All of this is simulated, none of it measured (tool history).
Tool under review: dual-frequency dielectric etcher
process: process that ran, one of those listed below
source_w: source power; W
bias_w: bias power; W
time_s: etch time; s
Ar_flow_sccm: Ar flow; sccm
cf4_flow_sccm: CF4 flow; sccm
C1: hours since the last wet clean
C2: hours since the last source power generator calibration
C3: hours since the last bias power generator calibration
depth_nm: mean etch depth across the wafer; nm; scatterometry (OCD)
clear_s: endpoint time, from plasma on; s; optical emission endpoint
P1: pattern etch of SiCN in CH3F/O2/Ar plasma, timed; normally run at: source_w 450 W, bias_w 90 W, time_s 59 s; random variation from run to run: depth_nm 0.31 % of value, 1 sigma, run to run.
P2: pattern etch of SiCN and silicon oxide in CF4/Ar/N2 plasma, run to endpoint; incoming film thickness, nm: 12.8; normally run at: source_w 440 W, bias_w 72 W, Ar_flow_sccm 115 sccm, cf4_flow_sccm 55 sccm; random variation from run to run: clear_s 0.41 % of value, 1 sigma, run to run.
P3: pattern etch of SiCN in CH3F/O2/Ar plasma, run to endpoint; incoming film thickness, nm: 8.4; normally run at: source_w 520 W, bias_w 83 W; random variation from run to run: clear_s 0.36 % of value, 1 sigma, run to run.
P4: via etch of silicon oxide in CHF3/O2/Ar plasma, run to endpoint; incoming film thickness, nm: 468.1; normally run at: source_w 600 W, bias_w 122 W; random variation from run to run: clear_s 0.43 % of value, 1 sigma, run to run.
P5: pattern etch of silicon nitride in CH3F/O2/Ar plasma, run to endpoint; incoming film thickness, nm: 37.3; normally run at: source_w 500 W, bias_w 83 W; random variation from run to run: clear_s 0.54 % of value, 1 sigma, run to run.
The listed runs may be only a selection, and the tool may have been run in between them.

{"run": 1, "hour": 10.0, "process": "P1", "source_w": 450, "bias_w": 90, "time_s": 59, "C1": 350.7, "C2": 1130.4, "C3": 328.1, "depth_nm": 25.787}
{"run": 2, "hour": 21.0, "process": "P1", "source_w": 330, "bias_w": 90, "time_s": 33, "C1": 361.7, "C2": 1141.4, "C3": 339.1, "depth_nm": 12.938}
{"run": 3, "hour": 31.9, "process": "P1", "source_w": 560, "bias_w": 90, "time_s": 59, "C1": 372.6, "C2": 1152.3, "C3": 350, "depth_nm": 27.932}
{"run": 4, "hour": 39.6, "process": "P1", "source_w": 450, "bias_w": 90, "time_s": 59, "C1": 380.3, "C2": 1160, "C3": 357.7, "depth_nm": 25.947}
{"run": 5, "hour": 44.6, "process": "P4", "source_w": 600, "bias_w": 122, "C1": 385.3, "C2": 1165, "C3": 362.7, "clear_s": 280.5}
{"run": 6, "hour": 52.7, "process": "P2", "source_w": 440, "bias_w": 56, "Ar_flow_sccm": 115, "cf4_flow_sccm": 55, "C1": 393.4, "C2": 1173.1, "C3": 370.8, "clear_s": 17.705}
{"run": 7, "hour": 60.2, "process": "P2", "source_w": 440, "bias_w": 72, "Ar_flow_sccm": 89, "cf4_flow_sccm": 55, "C1": 400.9, "C2": 1180.6, "C3": 378.3, "clear_s": 15.478}
{"run": 8, "hour": 69.3, "process": "P4", "source_w": 470, "bias_w": 122, "C1": 410, "C2": 1189.7, "C3": 387.4, "clear_s": 306.72}
{"run": 9, "hour": 78.1, "process": "P5", "source_w": 500, "bias_w": 83, "C1": 418.8, "C2": 1198.5, "C3": 396.2, "clear_s": 46.748}
{"run": 10, "hour": 85.0, "process": "P1", "source_w": 450, "bias_w": 90, "time_s": 59, "C1": 425.7, "C2": 1205.4, "C3": 403.1, "depth_nm": 25.771}
{"run": 11, "hour": 95.1, "process": "P1", "source_w": 300, "bias_w": 90, "time_s": 59, "C1": 435.8, "C2": 1215.5, "C3": 413.2, "depth_nm": 22.244}
{"run": 12, "hour": 102.5, "process": "P3", "source_w": 520, "bias_w": 83, "C1": 443.2, "C2": 1222.9, "C3": 420.6, "clear_s": 18.416}
{"run": 13, "hour": 110.7, "process": "P1", "source_w": 450, "bias_w": 127, "time_s": 59, "C1": 451.4, "C2": 1231.1, "C3": 428.8, "depth_nm": 29.502}
{"run": 14, "hour": 119.4, "process": "P2", "source_w": 440, "bias_w": 72, "Ar_flow_sccm": 115, "cf4_flow_sccm": 55, "C1": 460.1, "C2": 1239.8, "C3": 437.5, "clear_s": 16.174}
{"run": 15, "hour": 130.5, "process": "P2", "source_w": 280, "bias_w": 72, "Ar_flow_sccm": 115, "cf4_flow_sccm": 55, "C1": 471.2, "C2": 1250.9, "C3": 448.6, "clear_s": 24.006}
{"hour": 134.9, "done": "bias power generator calibrated"}
{"run": 16, "hour": 138.9, "process": "P5", "source_w": 500, "bias_w": 83, "C1": 479.6, "C2": 1259.3, "C3": 4.1, "clear_s": 46.26}
{"run": 17, "hour": 146.3, "process": "P5", "source_w": 660, "bias_w": 83, "C1": 487, "C2": 1266.7, "C3": 11.5, "clear_s": 42.352}
{"run": 18, "hour": 153.9, "process": "P2", "source_w": 440, "bias_w": 72, "Ar_flow_sccm": 115, "cf4_flow_sccm": 55, "C1": 494.6, "C2": 1274.3, "C3": 19.1, "clear_s": 16.207}
{"run": 19, "hour": 163.6, "process": "P1", "source_w": 370, "bias_w": 90, "time_s": 80, "C1": 504.3, "C2": 1284, "C3": 28.8, "depth_nm": 32.711}
{"run": 20, "hour": 168.7, "process": "P3", "source_w": 520, "bias_w": 83, "C1": 509.4, "C2": 1289.1, "C3": 33.9, "clear_s": 18.391}
{"run": 21, "hour": 176.4, "process": "P3", "source_w": 520, "bias_w": 58, "C1": 517.1, "C2": 1296.8, "C3": 41.6, "clear_s": 20.922}
{"run": 22, "hour": 186.8, "process": "P1", "source_w": 600, "bias_w": 90, "time_s": 33, "C1": 527.5, "C2": 1307.2, "C3": 52, "depth_nm": 16.097}
{"run": 23, "hour": 194.4, "process": "P1", "source_w": 450, "bias_w": 90, "time_s": 88, "C1": 535.1, "C2": 1314.8, "C3": 59.6, "depth_nm": 38.701}
{"hour": 200.0, "done": "source power generator calibrated"}
{"run": 24, "hour": 205.0, "process": "P3", "source_w": 680, "bias_w": 83, "C1": 545.7, "C2": 5, "C3": 70.2, "clear_s": 16.729}
{"run": 25, "hour": 211.7, "process": "P1", "source_w": 450, "bias_w": 90, "time_s": 59, "C1": 552.4, "C2": 11.7, "C3": 76.9, "depth_nm": 25.771}
{"run": 26, "hour": 218.9, "process": "P4", "source_w": 600, "bias_w": 165, "C1": 559.6, "C2": 18.9, "C3": 84.1, "clear_s": 253.96}
{"run": 27, "hour": 224.9, "process": "P1", "source_w": 450, "bias_w": 61, "time_s": 59, "C1": 565.6, "C2": 24.9, "C3": 90.1, "depth_nm": 22.541}
{"run": 28, "hour": 234.1, "process": "P5", "source_w": 500, "bias_w": 53, "C1": 574.8, "C2": 34.1, "C3": 99.3, "clear_s": 54.425}
{"run": 29, "hour": 244.9, "process": "P2", "source_w": 440, "bias_w": 72, "Ar_flow_sccm": 115, "cf4_flow_sccm": 32, "C1": 585.6, "C2": 44.9, "C3": 110.1, "clear_s": 17.707}
{"run": 30, "hour": 250.8, "process": "P4", "source_w": 600, "bias_w": 122, "C1": 591.5, "C2": 50.8, "C3": 116, "clear_s": 280.24}
{"run": 31, "hour": 257.8, "process": "P1", "source_w": 450, "bias_w": 90, "time_s": 38, "C1": 598.5, "C2": 57.8, "C3": 123, "depth_nm": 16.703}
{"run": 32, "hour": 262.7, "process": "P1", "source_w": 450, "bias_w": 90, "time_s": 59, "C1": 603.4, "C2": 62.7, "C3": 127.9, "depth_nm": 25.651}
{"run": 33, "hour": 267.9, "process": "P1", "source_w": 450, "bias_w": 90, "time_s": 59, "C1": 608.6, "C2": 67.9, "C3": 133.1, "depth_nm": 25.917}
{"run": 34, "hour": 278.1, "process": "P1", "source_w": 450, "bias_w": 90, "time_s": 59, "C1": 618.8, "C2": 78.1, "C3": 143.3, "depth_nm": 25.715}
{"run": 35, "hour": 288.8, "process": "P1", "source_w": 450, "bias_w": 90, "time_s": 59, "C1": 629.5, "C2": 88.8, "C3": 154, "depth_nm": 25.599}
{"run": 36, "hour": 298.9, "process": "P1", "source_w": 450, "bias_w": 90, "time_s": 59, "C1": 639.6, "C2": 98.9, "C3": 164.1, "depth_nm": 25.439}
{"run": 37, "hour": 305.9, "process": "P1", "source_w": 450, "bias_w": 90, "time_s": 59, "C1": 646.6, "C2": 105.9, "C3": 171.1, "depth_nm": 25.406}
{"run": 38, "hour": 311.5, "process": "P1", "source_w": 450, "bias_w": 90, "time_s": 59, "C1": 652.2, "C2": 111.5, "C3": 176.7, "depth_nm": 25.481}
{"hour": 313.6, "done": "wet clean of the chamber"}
{"run": 39, "hour": 319.0, "process": "P1", "source_w": 450, "bias_w": 90, "time_s": 59, "C1": 5.4, "C2": 119, "C3": 184.2, "depth_nm": 25.367}
{"run": 40, "hour": 326.3, "process": "P1", "source_w": 450, "bias_w": 90, "time_s": 59, "C1": 12.7, "C2": 126.3, "C3": 191.5, "depth_nm": 25.466}
{"run": 41, "hour": 331.3, "process": "P1", "source_w": 450, "bias_w": 90, "time_s": 59, "C1": 17.7, "C2": 131.3, "C3": 196.5, "depth_nm": 25.505}
{"run": 42, "hour": 338.3, "process": "P1", "source_w": 450, "bias_w": 90, "time_s": 59, "C1": 24.7, "C2": 138.3, "C3": 203.5, "depth_nm": 25.452}

The log shows P1 creeping away from where it was. Any of the 2 causes listed here, at the size stated for it, fits the log just as well as the others:
A: bias power that arrives under what is set, % = 4.18
B: source power that arrives under what is set, % = 4.11
The creep began at about hour 267.9.
The rest of the possible causes, and what rules out each one:
chamber walls in a state that lowers the etch rate, %: work on it at hour 313.6, done after the drift set in, did not restore what the process gave before

Below are 4 check runs, each averaged over 2 wafers, with their results shown as question marks. Which of them would give clearly different results depending on which cause is behind the drift?
{"run": "check 1", "hour": 345.3, "process": "P5", "source_w": 660, "bias_w": 56, "clear_s": "?"}
{"run": "check 2", "hour": 345.3, "process": "P3", "source_w": 520, "bias_w": 61, "clear_s": "?"}
{"run": "check 3", "hour": 345.3, "process": "P4", "source_w": 600, "bias_w": 147, "clear_s": "?"}
{"run": "check 4", "hour": 345.3, "process": "P2", "source_w": 440, "bias_w": 72, "Ar_flow_sccm": 115, "cf4_flow_sccm": 42, "clear_s": "?"}

What every check run would give for each of its results, assuming each possible cause in turn:
check=check_1 result=clear_s if_A=48.403 if_B=48.566
check=check_2 result=clear_s if_A=20.854 if_B=20.894
check=check_3 result=clear_s if_A=267.73 if_B=268.41
check=check_4 result=clear_s if_A=17.176 if_B=17.532
Gap, in per cent, between the two causes that each check separates least, read from the result that separates them most: check 1 0.34 %; check 2 0.19 %; check 3 0.26 %; check 4 2.05 %
Only check 4 tells the causes apart: in the others they would give nearly the same result.

Check 4 has now been run. It gave: clear_s 17.595 s. Which of the candidate causes is it?

It is B: source power that arrives under what is set, %.

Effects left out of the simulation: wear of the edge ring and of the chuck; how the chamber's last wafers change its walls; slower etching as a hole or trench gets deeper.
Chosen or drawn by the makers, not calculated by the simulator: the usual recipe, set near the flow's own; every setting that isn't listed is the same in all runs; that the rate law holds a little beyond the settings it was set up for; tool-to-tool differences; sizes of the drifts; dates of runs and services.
